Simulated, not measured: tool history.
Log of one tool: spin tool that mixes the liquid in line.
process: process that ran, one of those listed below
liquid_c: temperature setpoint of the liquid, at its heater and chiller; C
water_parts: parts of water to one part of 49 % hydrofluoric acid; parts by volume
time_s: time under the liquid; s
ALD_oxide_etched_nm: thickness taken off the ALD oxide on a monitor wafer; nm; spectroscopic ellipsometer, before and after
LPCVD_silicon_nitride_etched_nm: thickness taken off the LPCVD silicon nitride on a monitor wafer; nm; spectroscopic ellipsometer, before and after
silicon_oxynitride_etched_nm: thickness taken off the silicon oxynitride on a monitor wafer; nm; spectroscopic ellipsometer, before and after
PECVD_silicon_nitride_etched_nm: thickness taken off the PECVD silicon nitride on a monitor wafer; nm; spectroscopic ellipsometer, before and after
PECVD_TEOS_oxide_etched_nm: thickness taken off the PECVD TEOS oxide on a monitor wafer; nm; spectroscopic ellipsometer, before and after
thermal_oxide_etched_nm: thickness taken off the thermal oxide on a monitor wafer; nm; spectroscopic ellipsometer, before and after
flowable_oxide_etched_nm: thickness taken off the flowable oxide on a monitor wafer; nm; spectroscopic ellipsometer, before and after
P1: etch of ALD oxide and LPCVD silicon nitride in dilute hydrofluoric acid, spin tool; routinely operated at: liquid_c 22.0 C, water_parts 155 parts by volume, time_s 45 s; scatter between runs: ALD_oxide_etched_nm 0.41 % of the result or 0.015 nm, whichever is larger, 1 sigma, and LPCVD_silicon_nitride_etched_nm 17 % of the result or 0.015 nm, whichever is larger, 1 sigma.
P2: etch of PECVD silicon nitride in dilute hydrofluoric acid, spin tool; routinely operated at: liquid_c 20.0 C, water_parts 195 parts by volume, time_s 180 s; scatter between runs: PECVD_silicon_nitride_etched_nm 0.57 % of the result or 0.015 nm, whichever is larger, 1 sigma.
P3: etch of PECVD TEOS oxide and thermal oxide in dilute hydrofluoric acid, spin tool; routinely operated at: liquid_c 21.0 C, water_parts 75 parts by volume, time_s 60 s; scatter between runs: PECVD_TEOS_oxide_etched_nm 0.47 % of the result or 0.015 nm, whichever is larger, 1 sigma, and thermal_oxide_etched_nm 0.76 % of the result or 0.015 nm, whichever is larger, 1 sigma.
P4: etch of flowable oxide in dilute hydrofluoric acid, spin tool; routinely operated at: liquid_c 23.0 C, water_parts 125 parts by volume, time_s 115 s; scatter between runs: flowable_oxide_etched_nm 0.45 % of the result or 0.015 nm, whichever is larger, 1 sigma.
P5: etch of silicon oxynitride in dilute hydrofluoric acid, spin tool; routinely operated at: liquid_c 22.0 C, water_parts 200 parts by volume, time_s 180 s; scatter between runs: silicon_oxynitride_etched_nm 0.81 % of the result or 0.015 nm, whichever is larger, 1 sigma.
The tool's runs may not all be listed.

run,hour,process,liquid_c,water_parts,time_s,hours since the thermometer was replaced,hours since the hydrofluoric acid flow meter was replaced,ALD_oxide_etched_nm,LPCVD_silicon_nitride_etched_nm,silicon_oxynitride_etched_nm,PECVD_silicon_nitride_etched_nm,PECVD_TEOS_oxide_etched_nm,thermal_oxide_etched_nm,flowable_oxide_etched_nm
1,8.5,P1,22.0,155,45,386.5,908.5,8.1768,0.104660,,,,,
2,19.7,P5,17.0,200,180,397.7,919.7,,,2.6980,,,,
3,31.5,P1,22.0,155,45,409.5,931.5,8.1152,0.190410,,,,,
4,45.2,P1,22.0,155,70,423.2,945.2,12.7310,0.181750,,,,,
# hour 50.2: thermometer replaced
5,54.5,P5,22.0,200,340,4.4,954.5,,,6.4811,,,,
6,68.1,P2,20.0,195,365,18.0,968.1,,,,8.0755,,,
7,82.0,P3,21.0,75,60,31.9,982.0,,,,,17.8130,3.3711,
8,88.7,P4,23.0,125,40,38.6,988.7,,,,,,,9.5336
9,97.0,P2,20.0,195,180,46.9,997.0,,,,3.9983,,,
10,105.7,P3,21.0,130,60,55.6,1005.7,,,,,9.6359,1.8423,
11,112.6,P1,26.5,155,45,62.5,1012.6,9.6008,0.179260,,,,,
12,124.2,P5,22.0,200,180,74.1,1024.2,,,3.4077,,,,
13,133.1,P1,22.0,155,45,83.0,1033.1,8.1667,0.104150,,,,,
14,144.5,P1,22.0,90,45,94.4,1044.5,15.1580,0.215070,,,,,
15,156.6,P2,20.0,195,180,106.5,1056.6,,,,3.9718,,,
16,164.0,P4,23.0,125,115,113.9,1064.0,,,,,,,27.7050
17,173.5,P4,23.0,185,115,123.4,1073.5,,,,,,,17.4310
18,184.1,P2,17.0,195,180,134.0,1084.1,,,,3.2840,,,
19,190.7,P1,22.0,240,45,140.6,1090.7,4.8361,0.050230,,,,,
20,201.1,P3,21.0,75,110,151.0,1101.1,,,,,32.8290,6.3004,
21,207.9,P1,22.0,155,20,157.8,1107.9,3.6494,0.058286,,,,,
22,214.8,P2,20.0,280,180,164.7,1114.8,,,,2.8242,,,
23,223.8,P1,26.0,250,45,173.7,1123.8,5.3097,0.086391,,,,,
24,230.5,P4,29.0,125,115,180.4,1130.5,,,,,,,34.7780
25,238.4,P3,28.0,75,60,188.3,1138.4,,,,,23.7640,4.4540,
26,249.8,P1,18.5,75,45,199.7,1149.8,16.1810,0.243470,,,,,
27,261.8,P1,22.0,155,45,211.7,1161.8,8.1882,0.155310,,,,,
28,273.3,P1,22.0,155,45,223.2,1173.3,8.1874,0.158340,,,,,
29,287.0,P5,22.0,50,180,236.9,1187.0,,,15.1700,,,,
30,298.0,P1,17.0,155,45,247.9,1198.0,6.6723,0.082360,,,,,
31,311.8,P4,23.0,125,115,261.7,1211.8,,,,,,,27.6680
32,324.3,P1,22.0,155,45,274.2,1224.3,8.1493,0.121310,,,,,
33,336.4,P1,17.5,155,80,286.3,1236.4,12.1470,0.175120,,,,,
34,345.8,P1,22.0,155,45,295.7,1245.8,8.1830,0.151280,,,,,
35,356.3,P1,22.0,155,45,306.2,1256.3,7.9108,0.090435,,,,,
36,368.0,P1,22.0,155,45,317.9,1268.0,7.7674,0.098701,,,,,
37,375.6,P1,22.0,155,45,325.5,1275.6,7.6915,0.117460,,,,,
38,384.8,P1,22.0,155,45,334.7,1284.8,7.6431,0.169570,,,,,
39,392.2,P1,22.0,155,45,342.1,1292.2,7.6232,0.141880,,,,,
40,403.9,P1,22.0,155,45,353.8,1303.9,7.6557,0.120590,,,,,

What P1 gives has crept away from where it was. These 2 causes fit the log equally well, each at the size given:
A: liquid colder than its thermometer reads (K) = 1.81
B: hydrofluoric acid flow below the setpoint (%) = 5.85
The process output started creeping at around hour 345.8.

Listed below are the offered check runs, one wafer per run, with question marks in place of results. For which of them would the causes give clearly different outcomes?
check 1,415.6,P5,22.0,200,180,,,,,?,,,,
check 2,415.6,P3,21.0,75,60,,,,,,,?,?,
check 3,415.6,P2,20.0,195,180,,,,,,?,,,
check 4,415.6,P4,23.0,125,115,,,,,,,,,?

How each check would come out, cause by cause:
check,result,if A,if B
check 1,silicon_oxynitride_etched_nm,3.1359,3.1808
check 2,PECVD_TEOS_oxide_etched_nm,16.5480,16.7100
check 2,thermal_oxide_etched_nm,3.1320,3.1626
check 3,PECVD_silicon_nitride_etched_nm,3.5371,3.7611
check 4,flowable_oxide_etched_nm,25.6470,25.7110
Distance between the nearest two causes, measured in the result of the check that separates them most: check 1 1.42 %; check 2 0.97 %; check 3 6.14 %; check 4 0.25 %
Check 3 distinguishes between the causes, while the remaining checks would return nearly the same result for all of them.

The results of check 3 are: PECVD_silicon_nitride_etched_nm 3.7521 nm. Based on these, which of the listed causes is it?

Of the candidate causes, it is B: hydrofluoric acid flow below the setpoint (%).

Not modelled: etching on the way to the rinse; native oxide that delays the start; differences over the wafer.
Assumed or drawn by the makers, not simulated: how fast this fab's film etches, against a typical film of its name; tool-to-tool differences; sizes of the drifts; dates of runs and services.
